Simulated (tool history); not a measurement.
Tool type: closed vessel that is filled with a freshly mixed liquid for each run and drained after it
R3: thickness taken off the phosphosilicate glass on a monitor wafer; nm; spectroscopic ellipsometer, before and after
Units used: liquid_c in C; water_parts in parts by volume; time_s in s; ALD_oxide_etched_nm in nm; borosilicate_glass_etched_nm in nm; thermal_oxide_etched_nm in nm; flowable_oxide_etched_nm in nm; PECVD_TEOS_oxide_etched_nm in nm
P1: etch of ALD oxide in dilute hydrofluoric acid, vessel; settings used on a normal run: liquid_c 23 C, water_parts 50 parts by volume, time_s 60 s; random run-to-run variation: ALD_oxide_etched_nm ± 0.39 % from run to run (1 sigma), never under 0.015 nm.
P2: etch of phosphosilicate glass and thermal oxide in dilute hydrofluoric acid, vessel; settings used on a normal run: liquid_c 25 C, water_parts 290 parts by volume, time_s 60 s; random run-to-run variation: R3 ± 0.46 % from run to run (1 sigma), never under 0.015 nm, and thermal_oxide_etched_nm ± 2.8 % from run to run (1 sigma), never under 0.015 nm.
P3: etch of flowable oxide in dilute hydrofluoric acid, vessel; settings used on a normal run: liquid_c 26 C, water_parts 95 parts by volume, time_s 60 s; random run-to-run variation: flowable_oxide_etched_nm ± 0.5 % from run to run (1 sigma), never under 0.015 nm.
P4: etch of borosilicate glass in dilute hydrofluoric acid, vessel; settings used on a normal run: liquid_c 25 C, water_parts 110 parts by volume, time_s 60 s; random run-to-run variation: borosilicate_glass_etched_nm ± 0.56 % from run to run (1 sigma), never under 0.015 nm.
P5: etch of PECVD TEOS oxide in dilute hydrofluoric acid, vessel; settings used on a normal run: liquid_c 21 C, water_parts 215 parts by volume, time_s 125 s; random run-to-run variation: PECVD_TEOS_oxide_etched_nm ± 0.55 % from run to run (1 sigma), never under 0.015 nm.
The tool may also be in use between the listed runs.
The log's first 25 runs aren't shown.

Run 26, hour 139.5: process P1, liquid_c 17 C, water_parts 50 parts by volume, time_s 60 s. Result: ALD_oxide_etched_nm 15.683 nm.
Run 27, hour 145.8: process P1, liquid_c 17 C, water_parts 50 parts by volume, time_s 30 s. Result: ALD_oxide_etched_nm 7.914 nm.
Run 28, hour 153.2: process P5, liquid_c 21 C, water_parts 215 parts by volume, time_s 195 s. Result: PECVD_TEOS_oxide_etched_nm 19.553 nm.
Run 29, hour 159.7: process P1, liquid_c 23 C, water_parts 50 parts by volume, time_s 95 s. Result: ALD_oxide_etched_nm 32.305 nm.
Run 30, hour 164.5: process P2, liquid_c 25 C, water_parts 290 parts by volume, time_s 90 s. Result: R3 52.266 nm, thermal_oxide_etched_nm 1.1884 nm.
Run 31, hour 170.1: process P5, liquid_c 21 C, water_parts 215 parts by volume, time_s 125 s. Result: PECVD_TEOS_oxide_etched_nm 12.64 nm.
Run 32, hour 175.1: process P3, liquid_c 26 C, water_parts 95 parts by volume, time_s 30 s. Result: flowable_oxide_etched_nm 7.9008 nm.
Run 33, hour 179.4: process P3, liquid_c 26 C, water_parts 95 parts by volume, time_s 60 s. Result: flowable_oxide_etched_nm 15.78 nm.
Run 34, hour 186.1: process P1, liquid_c 23 C, water_parts 50 parts by volume, time_s 60 s. Result: ALD_oxide_etched_nm 20.307 nm.
Run 35, hour 189.7: process P1, liquid_c 23 C, water_parts 50 parts by volume, time_s 60 s. Result: ALD_oxide_etched_nm 19.892 nm.

Run 36 comes next. What will it give?
Run 36, hour 195.4: process P1, liquid_c 23 C, water_parts 50 parts by volume, time_s 60 s. Result: ALD_oxide_etched_nm ?.

ALD_oxide_etched_nm: 19.644 nm

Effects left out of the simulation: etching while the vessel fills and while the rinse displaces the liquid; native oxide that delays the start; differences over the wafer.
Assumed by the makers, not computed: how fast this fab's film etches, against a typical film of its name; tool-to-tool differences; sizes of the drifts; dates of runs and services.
